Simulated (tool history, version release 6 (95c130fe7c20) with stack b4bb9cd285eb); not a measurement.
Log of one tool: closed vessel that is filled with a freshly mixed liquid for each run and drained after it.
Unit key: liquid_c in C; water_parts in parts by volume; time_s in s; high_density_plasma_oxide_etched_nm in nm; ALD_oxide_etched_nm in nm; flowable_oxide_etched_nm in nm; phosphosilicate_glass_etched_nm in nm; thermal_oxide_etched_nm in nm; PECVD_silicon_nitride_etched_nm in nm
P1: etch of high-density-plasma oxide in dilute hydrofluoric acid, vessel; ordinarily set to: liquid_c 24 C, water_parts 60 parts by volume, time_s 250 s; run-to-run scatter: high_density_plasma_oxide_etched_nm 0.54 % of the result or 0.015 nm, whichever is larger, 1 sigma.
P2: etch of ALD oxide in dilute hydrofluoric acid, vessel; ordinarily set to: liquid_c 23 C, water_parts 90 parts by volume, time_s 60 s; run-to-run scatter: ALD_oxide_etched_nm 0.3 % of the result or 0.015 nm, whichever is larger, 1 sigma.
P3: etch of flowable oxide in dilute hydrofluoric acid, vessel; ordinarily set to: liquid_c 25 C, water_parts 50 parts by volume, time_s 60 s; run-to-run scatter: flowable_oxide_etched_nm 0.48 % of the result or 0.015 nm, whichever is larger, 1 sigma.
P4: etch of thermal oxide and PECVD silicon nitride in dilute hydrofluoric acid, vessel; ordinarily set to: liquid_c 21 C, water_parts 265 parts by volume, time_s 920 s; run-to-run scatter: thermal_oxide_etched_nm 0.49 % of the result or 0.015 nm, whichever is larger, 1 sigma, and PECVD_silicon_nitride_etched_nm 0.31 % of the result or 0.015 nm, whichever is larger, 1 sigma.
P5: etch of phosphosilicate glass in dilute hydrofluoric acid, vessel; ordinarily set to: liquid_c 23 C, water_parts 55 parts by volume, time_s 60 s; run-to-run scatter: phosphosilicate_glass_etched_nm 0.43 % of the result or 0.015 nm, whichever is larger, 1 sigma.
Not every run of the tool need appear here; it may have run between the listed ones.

| run | day | process | liquid_c | water_parts | time_s | high_density_plasma_oxide_etched_nm | ALD_oxide_etched_nm | flowable_oxide_etched_nm | phosphosilicate_glass_etched_nm | thermal_oxide_etched_nm | PECVD_silicon_nitride_etched_nm |
|---|---|---|---|---|---|---|---|---|---|---|---|
| 1 | 0.233 | P1 | 24 | 60 | 250 | 26.848 |  |  |  |  |  |
| 2 | 0.396 | P2 | 27 | 90 | 60 |  | 22.072 |  |  |  |  |
| 3 | 0.592 | P1 | 24 | 60 | 250 | 26.953 |  |  |  |  |  |
| 4 | 0.758 | P2 | 23 | 30 | 60 |  | 61.187 |  |  |  |  |
|  | 0.762 | hydrofluoric acid flow meter replaced |
| 5 | 0.883 | P3 | 25 | 50 | 60 |  |  | 89.287 |  |  |  |
| 6 | 1.017 | P1 | 24 | 25 | 250 | 67.181 |  |  |  |  |  |
| 7 | 1.133 | P3 | 25 | 50 | 60 |  |  | 89.55 |  |  |  |
| 8 | 1.329 | P1 | 24 | 60 | 250 | 26.769 |  |  |  |  |  |
| 9 | 1.475 | P5 | 17 | 55 | 60 |  |  |  | 51.231 |  |  |
| 10 | 1.733 | P1 | 24 | 60 | 250 | 26.832 |  |  |  |  |  |
| 11 | 1.9 | P3 | 17.5 | 50 | 60 |  |  | 64.819 |  |  |  |
| 12 | 2.021 | P4 | 21 | 265 | 920 |  |  |  |  | 12.697 | 13.859 |
| 13 | 2.25 | P1 | 24 | 60 | 250 | 26.681 |  |  |  |  |  |
| 14 | 2.479 | P1 | 27.5 | 60 | 485 | 59.373 |  |  |  |  |  |
| 15 | 2.608 | P5 | 23 | 55 | 60 |  |  |  | 66.079 |  |  |
| 16 | 2.846 | P3 | 25 | 75 | 60 |  |  | 57.545 |  |  |  |
| 17 | 3.025 | P1 | 19.5 | 60 | 135 | 11.952 |  |  |  |  |  |
| 18 | 3.238 | P1 | 29 | 60 | 150 | 19.705 |  |  |  |  |  |
|  | 3.288 | thermometer replaced |
| 19 | 3.488 | P4 | 21 | 265 | 300 |  |  |  |  | 4.0644 | 4.4791 |
| 20 | 3.675 | P1 | 24 | 60 | 460 | 49.36 |  |  |  |  |  |
| 21 | 3.896 | P1 | 24 | 60 | 250 | 26.807 |  |  |  |  |  |
| 22 | 4.062 | P2 | 23 | 90 | 105 |  | 33.104 |  |  |  |  |
| 23 | 4.317 | P2 | 23 | 90 | 60 |  | 19.023 |  |  |  |  |
| 24 | 4.554 | P5 | 23 | 55 | 105 |  |  |  | 115.82 |  |  |
| 25 | 4.821 | P1 | 30.5 | 60 | 250 | 34.79 |  |  |  |  |  |
| 26 | 5.017 | P1 | 24 | 110 | 250 | 13.689 |  |  |  |  |  |
| 27 | 5.138 | P4 | 17 | 265 | 920 |  |  |  |  | 10.781 | 10.644 |
| 28 | 5.292 | P4 | 21 | 100 | 920 |  |  |  |  | 39.298 | 35.59 |
| 29 | 5.546 | P3 | 25 | 50 | 30 |  |  | 44.505 |  |  |  |
| 30 | 5.804 | P5 | 23 | 20 | 60 |  |  |  | 190.2 |  |  |
| 31 | 6.042 | P1 | 19 | 60 | 250 | 21.415 |  |  |  |  |  |
| 32 | 6.225 | P1 | 24 | 60 | 95 | 10.236 |  |  |  |  |  |
| 33 | 6.433 | P1 | 24 | 60 | 250 | 26.817 |  |  |  |  |  |
| 34 | 6.617 | P1 | 24 | 60 | 250 | 26.229 |  |  |  |  |  |
| 35 | 6.779 | P1 | 24 | 60 | 250 | 26.039 |  |  |  |  |  |
| 36 | 6.904 | P1 | 24 | 60 | 250 | 25.769 |  |  |  |  |  |
| 37 | 7.171 | P1 | 24 | 60 | 250 | 25.39 |  |  |  |  |  |
| 38 | 7.404 | P1 | 24 | 60 | 250 | 25.374 |  |  |  |  |  |
| 39 | 7.571 | P1 | 24 | 60 | 250 | 25.19 |  |  |  |  |  |
| 40 | 7.725 | P1 | 24 | 60 | 250 | 25.284 |  |  |  |  |  |
| 41 | 7.95 | P1 | 24 | 60 | 250 | 25.343 |  |  |  |  |  |
| 42 | 8.133 | P1 | 24 | 60 | 250 | 25.1 |  |  |  |  |  |
| 43 | 8.375 | P1 | 24 | 60 | 250 | 25.02 |  |  |  |  |  |

The output of P1 has drifted from where it used to be. Each of the 2 causes below, taken at the size shown beside it, accounts for the log equally well:
A: hydrofluoric acid flow below the setpoint (%) = 5.39
B: liquid colder than its thermometer reads (K) = 1.46
The process output started creeping at around day 6.433.

Below are 4 check runs, each on a single wafer, with their results shown as question marks. Which of them would tell the listed causes apart, meaning the causes would give clearly different results under it?
| check 1 | 8.617 | P3 | 25 | 50 | 60 |  |  | ? |  |  |  |
| check 2 | 8.617 | P4 | 21 | 265 | 920 |  |  |  |  | ? | ? |
| check 3 | 8.617 | P2 | 23 | 90 | 60 |  | ? |  |  |  |  |
| check 4 | 8.617 | P5 | 23 | 55 | 60 |  |  |  | ? |  |  |

Outcome of each check run for each possible cause:
| check | result | if A | if B |
|---|---|---|---|
| check 1 | flowable_oxide_etched_nm | 83.961 | 83.906 |
| check 2 | thermal_oxide_etched_nm | 11.751 | 11.933 |
| check 2 | PECVD_silicon_nitride_etched_nm | 13.054 | 12.548 |
| check 3 | ALD_oxide_etched_nm | 17.826 | 17.871 |
| check 4 | phosphosilicate_glass_etched_nm | 62.215 | 62.133 |
Per-check spread between the two closest causes, in the result where they differ most: check 1 0.07 %; check 2 3.96 %; check 3 0.25 %; check 4 0.13 %
Check 2 is the one run that separates the causes; every other check would come out nearly the same whichever cause is at work.

After running check 2, the following was obtained: thermal_oxide_etched_nm 11.693 nm; PECVD_silicon_nitride_etched_nm 13.096 nm. Which cause does this point to?

It was cause A: hydrofluoric acid flow below the setpoint (%).
